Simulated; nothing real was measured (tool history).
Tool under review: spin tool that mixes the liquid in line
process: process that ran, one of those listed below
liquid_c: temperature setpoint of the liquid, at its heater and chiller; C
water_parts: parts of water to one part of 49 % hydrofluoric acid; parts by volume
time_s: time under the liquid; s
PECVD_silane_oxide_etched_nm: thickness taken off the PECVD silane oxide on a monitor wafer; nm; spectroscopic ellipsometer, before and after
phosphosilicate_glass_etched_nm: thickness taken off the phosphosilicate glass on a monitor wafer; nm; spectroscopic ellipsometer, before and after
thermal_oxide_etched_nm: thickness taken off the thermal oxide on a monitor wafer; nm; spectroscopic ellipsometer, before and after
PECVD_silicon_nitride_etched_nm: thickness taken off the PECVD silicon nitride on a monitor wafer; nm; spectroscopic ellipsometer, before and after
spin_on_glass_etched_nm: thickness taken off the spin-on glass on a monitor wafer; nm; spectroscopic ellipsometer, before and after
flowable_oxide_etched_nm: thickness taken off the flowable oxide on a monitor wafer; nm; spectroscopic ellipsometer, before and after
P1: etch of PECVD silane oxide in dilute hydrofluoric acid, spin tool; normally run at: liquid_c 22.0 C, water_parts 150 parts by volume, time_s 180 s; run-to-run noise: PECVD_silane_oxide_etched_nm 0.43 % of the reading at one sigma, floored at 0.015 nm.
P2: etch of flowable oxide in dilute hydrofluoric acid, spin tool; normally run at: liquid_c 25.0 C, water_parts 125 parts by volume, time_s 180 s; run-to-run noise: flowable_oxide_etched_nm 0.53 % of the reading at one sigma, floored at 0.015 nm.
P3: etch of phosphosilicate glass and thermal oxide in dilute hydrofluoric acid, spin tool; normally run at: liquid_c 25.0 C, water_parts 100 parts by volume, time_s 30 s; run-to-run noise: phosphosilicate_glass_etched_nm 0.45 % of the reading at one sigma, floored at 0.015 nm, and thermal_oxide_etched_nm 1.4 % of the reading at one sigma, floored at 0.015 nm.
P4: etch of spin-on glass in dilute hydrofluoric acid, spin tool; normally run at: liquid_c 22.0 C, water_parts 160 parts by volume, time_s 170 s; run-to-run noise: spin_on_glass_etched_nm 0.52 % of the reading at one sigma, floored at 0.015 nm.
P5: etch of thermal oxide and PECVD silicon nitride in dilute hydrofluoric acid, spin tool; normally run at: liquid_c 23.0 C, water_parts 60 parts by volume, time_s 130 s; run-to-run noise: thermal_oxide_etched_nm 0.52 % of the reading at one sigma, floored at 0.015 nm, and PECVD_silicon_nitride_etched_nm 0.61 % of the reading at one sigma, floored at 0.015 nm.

| run | hour | process | liquid_c | water_parts | time_s | hours since the thermometer was replaced | hours since the hydrofluoric acid flow meter was replaced | PECVD_silane_oxide_etched_nm | phosphosilicate_glass_etched_nm | thermal_oxide_etched_nm | PECVD_silicon_nitride_etched_nm | spin_on_glass_etched_nm | flowable_oxide_etched_nm |
|---|---|---|---|---|---|---|---|---|---|---|---|---|---|
| 1 | 16.3 | P1 | 22.0 | 150 | 180 | 1470.7 | 642.7 | 15.4440 |  |  |  |  |  |
| 2 | 28.1 | P1 | 28.0 | 220 | 180 | 1482.5 | 654.5 | 12.1490 |  |  |  |  |  |
| 3 | 41.4 | P3 | 21.0 | 100 | 30 | 1495.8 | 667.8 |  | 38.936 | 1.24710 |  |  |  |
| 4 | 50.4 | P1 | 22.0 | 235 | 180 | 1504.8 | 676.8 | 8.9508 |  |  |  |  |  |
| 5 | 65.5 | P5 | 23.0 | 60 | 130 | 1519.9 | 691.9 |  |  | 10.31900 | 4.7188 |  |  |
| 6 | 74.7 | P4 | 22.0 | 235 | 170 | 1529.1 | 701.1 |  |  |  |  | 30.447 |  |
| 7 | 89.8 | P1 | 27.5 | 150 | 180 | 1544.2 | 716.2 | 19.0190 |  |  |  |  |  |
| 8 | 106.1 | P2 | 25.0 | 55 | 180 | 1560.5 | 732.5 |  |  |  |  |  | 82.522 |
| 9 | 117.5 | P4 | 22.0 | 160 | 170 | 1571.9 | 743.9 |  |  |  |  | 48.651 |  |
| 10 | 126.1 | P3 | 25.0 | 145 | 30 | 1580.5 | 752.5 |  | 30.063 | 0.97099 |  |  |  |
| 11 | 135.1 | P5 | 23.0 | 60 | 195 | 1589.5 | 761.5 |  |  | 15.31700 | 6.9456 |  |  |
| 12 | 142.7 | P1 | 22.0 | 260 | 320 | 1597.1 | 769.1 | 14.0800 |  |  |  |  |  |
| 13 | 159.2 | P1 | 22.0 | 150 | 180 | 1613.6 | 785.6 | 15.4110 |  |  |  |  |  |
| 14 | 168.6 | P2 | 25.0 | 125 | 180 | 1623.0 | 795.0 |  |  |  |  |  | 33.246 |
| 15 | 181.0 | P4 | 22.0 | 160 | 310 | 1635.4 | 807.4 |  |  |  |  | 88.302 |  |
| 16 | 189.4 | P1 | 22.0 | 150 | 325 | 1643.8 | 815.8 | 27.8820 |  |  |  |  |  |
| 17 | 199.9 | P3 | 25.0 | 100 | 30 | 1654.3 | 826.3 |  | 45.413 | 1.51220 |  |  |  |
| 18 | 207.5 | P1 | 22.0 | 150 | 180 | 1661.9 | 833.9 | 15.3650 |  |  |  |  |  |
| 19 | 216.3 | P4 | 17.0 | 160 | 170 | 1670.7 | 842.7 |  |  |  |  | 39.651 |  |
| 20 | 229.9 | P1 | 17.0 | 150 | 180 | 1684.3 | 856.3 | 12.5730 |  |  |  |  |  |
| 21 | 244.0 | P1 | 22.0 | 85 | 180 | 1698.4 | 870.4 | 29.0040 |  |  |  |  |  |
| 22 | 257.5 | P5 | 17.0 | 60 | 130 | 1711.9 | 883.9 |  |  | 8.09390 | 3.0770 |  |  |
| 23 | 266.0 | P5 | 23.0 | 30 | 130 | 1720.4 | 892.4 |  |  | 21.51600 | 9.1909 |  |  |
| 24 | 274.1 | P2 | 17.5 | 125 | 180 | 1728.5 | 900.5 |  |  |  |  |  | 24.659 |
| 25 | 286.3 | P3 | 25.0 | 100 | 30 | 1740.7 | 912.7 |  | 45.582 | 1.45800 |  |  |  |
| 26 | 299.6 | P2 | 25.0 | 125 | 180 | 1754.0 | 926.0 |  |  |  |  |  | 33.078 |
| 27 | 313.3 | P2 | 25.0 | 125 | 65 | 1767.7 | 939.7 |  |  |  |  |  | 11.949 |
| 28 | 321.2 | P3 | 25.0 | 100 | 15 | 1775.6 | 947.6 |  | 22.795 | 0.74072 |  |  |  |
| 29 | 335.0 | P1 | 22.0 | 150 | 180 | 1789.4 | 961.4 | 15.2020 |  |  |  |  |  |
| 30 | 347.2 | P1 | 22.0 | 150 | 180 | 1801.6 | 973.6 | 15.3660 |  |  |  |  |  |
| 31 | 358.2 | P1 | 22.0 | 150 | 90 | 1812.6 | 984.6 | 7.7334 |  |  |  |  |  |
| 32 | 367.0 | P1 | 22.0 | 150 | 180 | 1821.4 | 993.4 | 15.3530 |  |  |  |  |  |
| 33 | 376.3 | P1 | 22.0 | 150 | 180 | 1830.7 | 1002.7 | 15.8950 |  |  |  |  |  |
| 34 | 391.0 | P1 | 22.0 | 150 | 180 | 1845.4 | 1017.4 | 15.9800 |  |  |  |  |  |
| 35 | 400.0 | P1 | 22.0 | 150 | 180 | 1854.4 | 1026.4 | 16.0030 |  |  |  |  |  |
| 36 | 407.3 | P1 | 22.0 | 150 | 180 | 1861.7 | 1033.7 | 16.3360 |  |  |  |  |  |
| 37 | 416.1 | P1 | 22.0 | 150 | 180 | 1870.5 | 1042.5 | 16.4130 |  |  |  |  |  |
| 38 | 431.1 | P1 | 22.0 | 150 | 180 | 1885.5 | 1057.5 | 16.2370 |  |  |  |  |  |
| 39 | 444.4 | P1 | 22.0 | 150 | 180 | 1898.8 | 1070.8 | 16.2690 |  |  |  |  |  |
| 40 | 458.6 | P1 | 22.0 | 150 | 180 | 1913.0 | 1085.0 | 16.3660 |  |  |  |  |  |
| 41 | 466.1 | P1 | 22.0 | 150 | 180 | 1920.5 | 1092.5 | 16.4940 |  |  |  |  |  |

What P1 gives has crept off from where it sat before. The 2 causes that follow fit the log equally well, each at the size noted:
A: liquid hotter than its thermometer reads (K) = 1.68
B: hydrofluoric acid flow above the setpoint (%) = 5.73
At approximately hour 367.0, the process output began to creep.

Question marks stand in for the results of the 4 check runs listed below, each run on one wafer. Under which run would the listed causes show clearly different results?
| check 1 | 473.6 | P3 | 25.0 | 100 | 30 |  |  |  | ? | ? |  |  |  |
| check 2 | 473.6 | P4 | 22.0 | 160 | 170 |  |  |  |  |  |  | ? |  |
| check 3 | 473.6 | P5 | 23.0 | 60 | 130 |  |  |  |  | ? | ? |  |  |
| check 4 | 473.6 | P2 | 25.0 | 125 | 180 |  |  |  |  |  |  |  | ? |

What every check run would give for each of its results, assuming each possible cause in turn:
| check | result | if A | if B |
|---|---|---|---|
| check 1 | phosphosilicate_glass_etched_nm | 48.747 | 48.607 |
| check 1 | thermal_oxide_etched_nm | 1.57540 | 1.57090 |
| check 2 | spin_on_glass_etched_nm | 51.734 | 51.763 |
| check 3 | thermal_oxide_etched_nm | 11.06300 | 10.96600 |
| check 3 | PECVD_silicon_nitride_etched_nm | 5.2575 | 4.9595 |
| check 4 | flowable_oxide_etched_nm | 35.597 | 35.587 |
Gap, in per cent, between the two causes that each check separates least, read from the result that separates them most: check 1 0.29 %; check 2 0.06 %; check 3 5.83 %; check 4 0.03 %
Only in check 3 would the causes give clearly different results; in the remaining checks their results would be nearly the same.

Check 3 was carried out, with these results: thermal_oxide_etched_nm 11.03800 nm; PECVD_silicon_nitride_etched_nm 5.2469 nm. Which of the listed causes is responsible?

It is A: liquid hotter than its thermometer reads (K).
